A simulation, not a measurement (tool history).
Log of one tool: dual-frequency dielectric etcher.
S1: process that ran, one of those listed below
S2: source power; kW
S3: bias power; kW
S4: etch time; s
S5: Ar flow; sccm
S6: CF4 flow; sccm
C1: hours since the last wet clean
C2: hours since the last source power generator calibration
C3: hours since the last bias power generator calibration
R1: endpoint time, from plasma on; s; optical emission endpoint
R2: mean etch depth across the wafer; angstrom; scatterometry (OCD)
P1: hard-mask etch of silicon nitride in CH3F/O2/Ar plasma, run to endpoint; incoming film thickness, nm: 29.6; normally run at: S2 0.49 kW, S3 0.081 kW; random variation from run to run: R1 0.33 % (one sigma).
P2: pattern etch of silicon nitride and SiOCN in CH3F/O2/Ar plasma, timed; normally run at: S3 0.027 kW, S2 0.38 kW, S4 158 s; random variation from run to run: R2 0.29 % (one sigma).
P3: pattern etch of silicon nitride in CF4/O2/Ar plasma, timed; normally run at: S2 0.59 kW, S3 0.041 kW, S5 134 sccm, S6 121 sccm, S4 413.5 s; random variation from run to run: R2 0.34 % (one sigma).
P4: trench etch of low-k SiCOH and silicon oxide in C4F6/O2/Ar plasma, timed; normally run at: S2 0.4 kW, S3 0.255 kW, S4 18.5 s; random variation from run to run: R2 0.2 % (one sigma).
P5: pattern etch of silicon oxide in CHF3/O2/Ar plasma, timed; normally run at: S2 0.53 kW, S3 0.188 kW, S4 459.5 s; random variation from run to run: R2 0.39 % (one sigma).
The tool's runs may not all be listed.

{"run": 1, "hour": 9.5, "S1": "P1", "S2": 0.49, "S3": 0.081, "C1": 304.6, "C2": 2447.8, "C3": 339.2, "R1": 39.206}
{"run": 2, "hour": 17.3, "S1": "P1", "S2": 0.49, "S3": 0.081, "C1": 312.4, "C2": 2455.6, "C3": 347, "R1": 39.254}
{"run": 3, "hour": 27.9, "S1": "P1", "S2": 0.49, "S3": 0.099, "C1": 323, "C2": 2466.2, "C3": 357.6, "R1": 36.674}
{"run": 4, "hour": 33.3, "S1": "P5", "S2": 0.64, "S3": 0.188, "S4": 459.5, "C1": 328.4, "C2": 2471.6, "C3": 363, "R2": 9541.4}
{"run": 5, "hour": 42.0, "S1": "P3", "S2": 0.82, "S3": 0.041, "S4": 413.5, "S5": 134, "S6": 121, "C1": 337.1, "C2": 2480.3, "C3": 371.7, "R2": 10963}
{"run": 6, "hour": 52.2, "S1": "P2", "S2": 0.38, "S3": 0.027, "S4": 158, "C1": 347.3, "C2": 2490.5, "C3": 381.9, "R2": 228.04}
{"run": 7, "hour": 61.1, "S1": "P2", "S2": 0.51, "S3": 0.027, "S4": 158, "C1": 356.2, "C2": 2499.4, "C3": 390.8, "R2": 253.4}
{"run": 8, "hour": 72.9, "S1": "P1", "S2": 0.63, "S3": 0.06, "C1": 368, "C2": 2511.2, "C3": 402.6, "R1": 39.301}
{"run": 9, "hour": 79.8, "S1": "P3", "S2": 0.59, "S3": 0.057, "S4": 413.5, "S5": 134, "S6": 121, "C1": 374.9, "C2": 2518.1, "C3": 409.5, "R2": 9283.1}
{"run": 10, "hour": 90.7, "S1": "P3", "S2": 0.59, "S3": 0.041, "S4": 413.5, "S5": 134, "S6": 149, "C1": 385.8, "C2": 2529, "C3": 420.4, "R2": 8465.6}
{"run": 11, "hour": 98.1, "S1": "P4", "S2": 0.54, "S3": 0.255, "S4": 18.5, "C1": 393.2, "C2": 2536.4, "C3": 427.8, "R2": 708.21}
{"run": 12, "hour": 104.5, "S1": "P2", "S2": 0.38, "S3": 0.027, "S4": 158, "C1": 399.6, "C2": 2542.8, "C3": 434.2, "R2": 228.3}
{"run": 13, "hour": 111.0, "S1": "P3", "S2": 0.59, "S3": 0.041, "S4": 561.5, "S5": 134, "S6": 121, "C1": 406.1, "C2": 2549.3, "C3": 440.7, "R2": 11161}
{"run": 14, "hour": 122.7, "S1": "P1", "S2": 0.49, "S3": 0.081, "C1": 417.8, "C2": 2561, "C3": 452.4, "R1": 39.165}
{"run": 15, "hour": 128.1, "S1": "P2", "S2": 0.38, "S3": 0.016, "S4": 158, "C1": 423.2, "C2": 2566.4, "C3": 457.8, "R2": 181.5}
{"run": 16, "hour": 139.0, "S1": "P5", "S2": 0.53, "S3": 0.188, "S4": 268, "C1": 434.1, "C2": 2577.3, "C3": 468.7, "R2": 5136}
{"run": 17, "hour": 147.1, "S1": "P1", "S2": 0.49, "S3": 0.081, "C1": 442.2, "C2": 2585.4, "C3": 476.8, "R1": 39.105}
{"run": 18, "hour": 156.0, "S1": "P4", "S2": 0.4, "S3": 0.18, "S4": 18.5, "C1": 451.1, "C2": 2594.3, "C3": 485.7, "R2": 567.12}
{"run": 19, "hour": 163.2, "S1": "P1", "S2": 0.59, "S3": 0.059, "C1": 458.3, "C2": 2601.5, "C3": 492.9, "R1": 40.462}
{"run": 20, "hour": 174.8, "S1": "P3", "S2": 0.59, "S3": 0.041, "S4": 413.5, "S5": 134, "S6": 121, "C1": 469.9, "C2": 2613.1, "C3": 504.5, "R2": 8173.8}
{"run": 21, "hour": 182.4, "S1": "P1", "S2": 0.49, "S3": 0.061, "C1": 477.5, "C2": 2620.7, "C3": 512.1, "R1": 42.924}
{"run": 22, "hour": 188.7, "S1": "P5", "S2": 0.53, "S3": 0.188, "S4": 459.5, "C1": 483.8, "C2": 2627, "C3": 518.4, "R2": 8792.7}
{"run": 23, "hour": 196.8, "S1": "P3", "S2": 0.59, "S3": 0.041, "S4": 413.5, "S5": 95, "S6": 121, "C1": 491.9, "C2": 2635.1, "C3": 526.5, "R2": 8633.9}
{"run": 24, "hour": 205.8, "S1": "P2", "S2": 0.38, "S3": 0.027, "S4": 87, "C1": 500.9, "C2": 2644.1, "C3": 535.5, "R2": 126.15}
{"run": 25, "hour": 214.5, "S1": "P5", "S2": 0.53, "S3": 0.188, "S4": 459.5, "C1": 509.6, "C2": 2652.8, "C3": 544.2, "R2": 8816}
{"run": 26, "hour": 225.5, "S1": "P1", "S2": 0.3, "S3": 0.081, "C1": 520.6, "C2": 2663.8, "C3": 555.2, "R1": 47.278}
{"run": 27, "hour": 234.6, "S1": "P1", "S2": 0.49, "S3": 0.081, "C1": 529.7, "C2": 2672.9, "C3": 564.3, "R1": 39.116}
{"run": 28, "hour": 241.0, "S1": "P4", "S2": 0.4, "S3": 0.255, "S4": 18.5, "C1": 536.1, "C2": 2679.3, "C3": 570.7, "R2": 634.64}
{"run": 29, "hour": 251.0, "S1": "P5", "S2": 0.53, "S3": 0.112, "S4": 459.5, "C1": 546.1, "C2": 2689.3, "C3": 580.7, "R2": 7526.4}
{"run": 30, "hour": 262.4, "S1": "P1", "S2": 0.62, "S3": 0.081, "C1": 557.5, "C2": 2700.7, "C3": 592.1, "R1": 35.898}
{"run": 31, "hour": 269.1, "S1": "P1", "S2": 0.49, "S3": 0.081, "C1": 564.2, "C2": 2707.4, "C3": 598.8, "R1": 39.411}
{"run": 32, "hour": 278.1, "S1": "P4", "S2": 0.4, "S3": 0.255, "S4": 26.5, "C1": 573.2, "C2": 2716.4, "C3": 607.8, "R2": 906.09}
{"run": 33, "hour": 286.4, "S1": "P1", "S2": 0.49, "S3": 0.081, "C1": 581.5, "C2": 2724.7, "C3": 616.1, "R1": 39.202}
{"run": 34, "hour": 292.4, "S1": "P1", "S2": 0.49, "S3": 0.081, "C1": 587.5, "C2": 2730.7, "C3": 622.1, "R1": 39.431}
{"run": 35, "hour": 300.6, "S1": "P1", "S2": 0.49, "S3": 0.081, "C1": 595.7, "C2": 2738.9, "C3": 630.3, "R1": 39.645}
{"run": 36, "hour": 309.2, "S1": "P1", "S2": 0.49, "S3": 0.081, "C1": 604.3, "C2": 2747.5, "C3": 638.9, "R1": 39.692}
{"run": 37, "hour": 317.7, "S1": "P1", "S2": 0.49, "S3": 0.081, "C1": 612.8, "C2": 2756, "C3": 647.4, "R1": 39.657}
{"run": 38, "hour": 325.0, "S1": "P1", "S2": 0.49, "S3": 0.081, "C1": 620.1, "C2": 2763.3, "C3": 654.7, "R1": 39.924}
{"run": 39, "hour": 334.7, "S1": "P1", "S2": 0.49, "S3": 0.081, "C1": 629.8, "C2": 2773, "C3": 664.4, "R1": 39.762}
{"run": 40, "hour": 342.1, "S1": "P1", "S2": 0.49, "S3": 0.081, "C1": 637.2, "C2": 2780.4, "C3": 671.8, "R1": 39.703}
{"hour": 344.6, "done": "wet clean of the chamber"}
{"run": 41, "hour": 349.8, "S1": "P1", "S2": 0.49, "S3": 0.081, "C1": 5.3, "C2": 2788.1, "C3": 679.5, "R1": 39.634}
{"run": 42, "hour": 361.5, "S1": "P1", "S2": 0.49, "S3": 0.081, "C1": 17, "C2": 2799.8, "C3": 691.2, "R1": 39.779}
{"run": 43, "hour": 371.0, "S1": "P1", "S2": 0.49, "S3": 0.081, "C1": 26.5, "C2": 2809.3, "C3": 700.7, "R1": 39.892}
{"run": 44, "hour": 381.8, "S1": "P1", "S2": 0.49, "S3": 0.081, "C1": 37.3, "C2": 2820.1, "C3": 711.5, "R1": 39.676}

What P1 gives has crept away from where it was. These 2 causes fit the log equally well, each at the size given:
A: bias power that arrives under what is set, % = 4.68
B: source power that arrives under what is set, % = 4.27
The creep began at about hour 286.4.
Why every other cause is out:
chamber walls in a state that lowers the etch rate, %: serviced at hour 344.6, which brought nothing back

4 check runs are offered, each on 2 wafers whose results are averaged, their results left as question marks. Which one tells the causes apart?
{"run": "check 1", "hour": 392.6, "S1": "P4", "S2": 0.4, "S3": 0.187, "S4": 26.5, "R2": "?"}
{"run": "check 2", "hour": 392.6, "S1": "P3", "S2": 0.81, "S3": 0.041, "S4": 503.5, "S5": 134, "S6": 121, "R2": "?"}
{"run": "check 3", "hour": 392.6, "S1": "P5", "S2": 0.53, "S3": 0.137, "S4": 459.5, "R2": "?"}
{"run": "check 4", "hour": 392.6, "S1": "P2", "S2": 0.44, "S3": 0.019, "S4": 158, "R2": "?"}

What each check would give under each cause:
check=check_1 result=R2 if_A=807.77 if_B=806.34
check=check_2 result=R2 if_A=12993 if_B=12713
check=check_3 result=R2 if_A=7852.5 if_B=7839.6
check=check_4 result=R2 if_A=201.14 if_B=202.15
How far apart the two closest causes lie, in the result that separates them most: check 1 0.18 %; check 2 2.18 %; check 3 0.17 %; check 4 0.5 %
Check 2 tells the causes apart: in the others they would give nearly the same result.

Then check 2 was run and gave: R2 12742 angstrom. Which cause is it?

It is B: source power that arrives under what is set, %.
